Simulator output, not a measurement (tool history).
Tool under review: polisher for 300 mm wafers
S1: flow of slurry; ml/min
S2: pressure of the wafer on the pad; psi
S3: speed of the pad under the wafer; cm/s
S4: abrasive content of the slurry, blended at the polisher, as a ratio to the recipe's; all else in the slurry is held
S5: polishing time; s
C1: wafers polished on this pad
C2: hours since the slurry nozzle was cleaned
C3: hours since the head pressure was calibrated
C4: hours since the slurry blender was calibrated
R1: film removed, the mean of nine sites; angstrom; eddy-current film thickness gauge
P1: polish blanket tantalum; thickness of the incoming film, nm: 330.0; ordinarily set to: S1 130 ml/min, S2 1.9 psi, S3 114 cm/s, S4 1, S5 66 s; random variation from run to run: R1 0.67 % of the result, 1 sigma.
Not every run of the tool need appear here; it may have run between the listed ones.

run 1 hour=6.6 | S1=130 S2=1.9 S3=114 S4=1 S5=66 | C1=198 C2=85.8 C3=1107 C4=178 | R1=1288.9
run 2 hour=15.5 | S1=130 S2=1.9 S3=142 S4=0.6 S5=66 | C1=295 C2=94.7 C3=1115.9 C4=186.9 | R1=1350.9
run 3 hour=26.4 | S1=130 S2=2.7 S3=114 S4=1 S5=66 | C1=414 C2=105.6 C3=1126.8 C4=197.8 | R1=1837.2
run 4 hour=35 | S1=130 S2=1.9 S3=178 S4=1 S5=66 | C1=508 C2=114.2 C3=1135.4 C4=206.4 | R1=2016.8
run 5 hour=47.1 | S1=130 S2=1.9 S3=114 S4=1.3 S5=66 | C1=640 C2=126.3 C3=1147.5 C4=218.5 | R1=1389
run 6 hour=54.9 | S1=130 S2=1.9 S3=114 S4=1 S5=66 | C1=726 C2=134.1 C3=1155.3 C4=226.3 | R1=1294.1
-- hour=56.7 head pressure recalibrated
run 7 hour=66.3 | S1=200 S2=1.9 S3=114 S4=1 S5=66 | C1=850 C2=145.5 C3=9.7 C4=237.7 | R1=1384.7
run 8 hour=79.3 | S1=130 S2=1.9 S3=62 S4=1 S5=66 | C1=992 C2=158.5 C3=22.7 C4=250.7 | R1=704.88
run 9 hour=90.5 | S1=130 S2=0.9 S3=114 S4=1 S5=66 | C1=1114 C2=169.7 C3=33.9 C4=261.9 | R1=610.48
run 10 hour=101.6 | S1=130 S2=1.9 S3=114 S4=1 S5=66 | C1=1236 C2=180.8 C3=45 C4=273 | R1=1289.6
run 11 hour=112.3 | S1=130 S2=1.9 S3=114 S4=1 S5=102 | C1=1353 C2=191.5 C3=55.7 C4=283.7 | R1=2014.2
run 12 hour=122.9 | S1=80 S2=1.9 S3=114 S4=1 S5=66 | C1=1468 C2=202.1 C3=66.3 C4=294.3 | R1=1153.5
run 13 hour=131.6 | S1=130 S2=1.9 S3=114 S4=0.55 S5=66 | C1=1563 C2=210.8 C3=75 C4=303 | R1=1053.8
run 14 hour=138.1 | S1=130 S2=1.9 S3=114 S4=1 S5=30 | C1=1634 C2=217.3 C3=81.5 C4=309.5 | R1=586.71
run 15 hour=148.4 | S1=130 S2=1.9 S3=114 S4=1 S5=66 | C1=1747 C2=227.6 C3=91.8 C4=319.8 | R1=1287.3
run 16 hour=158.5 | S1=130 S2=1.9 S3=114 S4=1 S5=66 | C1=1857 C2=237.7 C3=101.9 C4=329.9 | R1=1291.3
run 17 hour=170.2 | S1=130 S2=1.9 S3=114 S4=1 S5=66 | C1=1985 C2=249.4 C3=113.6 C4=341.6 | R1=1255.6
run 18 hour=178.9 | S1=130 S2=1.9 S3=114 S4=1 S5=66 | C1=2080 C2=258.1 C3=122.3 C4=350.3 | R1=1238.2
run 19 hour=187.8 | S1=130 S2=1.9 S3=114 S4=1 S5=66 | C1=2177 C2=267 C3=131.2 C4=359.2 | R1=1216.4
-- hour=194.8 slurry nozzle cleaned
run 20 hour=197.6 | S1=130 S2=1.9 S3=114 S4=1 S5=66 | C1=2284 C2=2.9 C3=141 C4=369 | R1=1190.5
run 21 hour=206.2 | S1=130 S2=1.9 S3=114 S4=1 S5=66 | C1=2378 C2=11.5 C3=149.6 C4=377.6 | R1=1189
run 22 hour=216.2 | S1=130 S2=1.9 S3=114 S4=1 S5=66 | C1=2487 C2=21.5 C3=159.6 C4=387.6 | R1=1180
-- hour=216.5 worn pad replaced by a new one
run 23 hour=224.2 | S1=130 S2=1.9 S3=114 S4=1 S5=66 | C1=84 C2=29.5 C3=167.6 C4=395.6 | R1=1168.3
run 24 hour=235.6 | S1=130 S2=1.9 S3=114 S4=1 S5=66 | C1=208 C2=40.9 C3=179 C4=407 | R1=1170.7
run 25 hour=248.6 | S1=130 S2=1.9 S3=114 S4=1 S5=66 | C1=350 C2=53.9 C3=192 C4=420 | R1=1157.6
run 26 hour=255.4 | S1=130 S2=1.9 S3=114 S4=1 S5=66 | C1=424 C2=60.7 C3=198.8 C4=426.8 | R1=1168.5

P1 has crept away from where it was. The log is fitted equally well by each of these 2 causes, at the sizes shown:
A: head's pressure below its setpoint, % = 10
B: abrasive missing from the slurry, % = 28.1
At approximately hour 158.5, the process output began to creep.
All other causes, with the reason each is excluded:
removal rate lost through wear of the pad, %: its service at hour 216.5 followed the start of the drift and did not put the process back to its old value
slurry flow missing at the pad, %: its service at hour 194.8 followed the start of the drift and did not put the process back to its old value

Each of the check runs listed below is run on 3 wafers and reports their average, with the results left as question marks. Pick the one under which the possible causes would lead to clearly different results.
run check 1 hour=262.2 | S1=130 S2=1.9 S3=114 S4=0.7 S5=36 | R1=?
run check 2 hour=262.2 | S1=195 S2=1.9 S3=174 S4=1 S5=66 | R1=?
run check 3 hour=262.2 | S1=130 S2=1.1 S3=114 S4=1 S5=100 | R1=?
run check 4 hour=262.2 | S1=80 S2=1.9 S3=168 S4=1 S5=66 | R1=?

Predicted outcomes, by check and by cause:
check=check_1 result=R1 if_A=566.15 if_B=550.79
check=check_2 result=R1 if_A=1900 if_B=1899.1
check=check_3 result=R1 if_A=1022 if_B=1021.5
check=check_4 result=R1 if_A=1524.3 if_B=1523.5
Per-check spread between the two closest causes, in the result where they differ most: check 1 2.75 %; check 2 0.05 %; check 3 0.05 %; check 4 0.05 %
Check 1 distinguishes between the causes, while the remaining checks would return nearly the same result for all of them.

The results of check 1 are: R1 550.14 angstrom. Based on these, which of the listed causes is it?

Of the candidate causes, it is B: abrasive missing from the slurry, %.
